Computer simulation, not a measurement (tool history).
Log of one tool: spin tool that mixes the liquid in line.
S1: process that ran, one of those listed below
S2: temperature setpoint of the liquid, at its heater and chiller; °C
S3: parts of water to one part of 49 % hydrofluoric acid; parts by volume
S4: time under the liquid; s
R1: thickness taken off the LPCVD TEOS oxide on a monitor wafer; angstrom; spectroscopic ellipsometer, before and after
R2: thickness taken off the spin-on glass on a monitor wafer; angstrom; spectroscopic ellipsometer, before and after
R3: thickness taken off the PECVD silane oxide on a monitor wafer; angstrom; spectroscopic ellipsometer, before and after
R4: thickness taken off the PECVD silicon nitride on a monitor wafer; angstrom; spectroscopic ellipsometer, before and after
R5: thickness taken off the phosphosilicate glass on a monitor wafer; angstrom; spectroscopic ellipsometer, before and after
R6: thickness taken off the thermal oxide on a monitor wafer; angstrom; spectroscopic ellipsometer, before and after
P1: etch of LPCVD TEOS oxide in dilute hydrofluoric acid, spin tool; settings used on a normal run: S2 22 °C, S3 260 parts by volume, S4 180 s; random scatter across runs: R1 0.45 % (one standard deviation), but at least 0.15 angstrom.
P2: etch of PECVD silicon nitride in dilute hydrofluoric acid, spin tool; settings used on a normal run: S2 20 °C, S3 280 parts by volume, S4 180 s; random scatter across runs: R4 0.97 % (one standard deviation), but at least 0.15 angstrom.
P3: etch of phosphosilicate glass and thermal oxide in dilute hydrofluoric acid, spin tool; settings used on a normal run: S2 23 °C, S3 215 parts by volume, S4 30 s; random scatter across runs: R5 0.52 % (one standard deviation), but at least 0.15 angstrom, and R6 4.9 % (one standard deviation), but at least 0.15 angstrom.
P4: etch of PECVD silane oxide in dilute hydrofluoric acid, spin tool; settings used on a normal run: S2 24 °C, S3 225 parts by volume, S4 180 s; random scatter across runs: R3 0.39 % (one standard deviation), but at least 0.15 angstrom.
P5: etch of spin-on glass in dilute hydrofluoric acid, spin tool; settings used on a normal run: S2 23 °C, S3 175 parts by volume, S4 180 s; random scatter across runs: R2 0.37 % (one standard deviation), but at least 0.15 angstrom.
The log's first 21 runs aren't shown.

run	hour	S1	S2	S3	S4	R1	R2	R3	R4	R5	R6
22	332.9	P1	28	260	180	109.68					
23	342.3	P3	23	215	30					193.77	5.1953
24	356	P1	17	345	180	52.037					
25	374.6	P4	24	225	70			46.403			
26	392.8	P1	22	375	180	55.157					
27	404.3	P1	22	260	15	7.3142					
28	418.9	P1	22	260	180	89.352					
29	435.1	P1	22	260	180	89.572					
30	443.8	P1	22	260	180	89.232					
31	454.1	P2	20	280	180				22.44		
32	467.8	P4	24	225	180			118.24			
33	485.9	P2	27.5	280	180				37.053		
34	497.9	P1	22	260	180	88.811					
35	513	P1	22	260	180	86.878					
36	527	P1	22	260	180	85.945					
37	545.9	P1	22	260	180	84.909					

The next listed run, before its measurement:
38	559.5	P1	22	260	180	?					

{"run 38": {"R1": 84.491}}
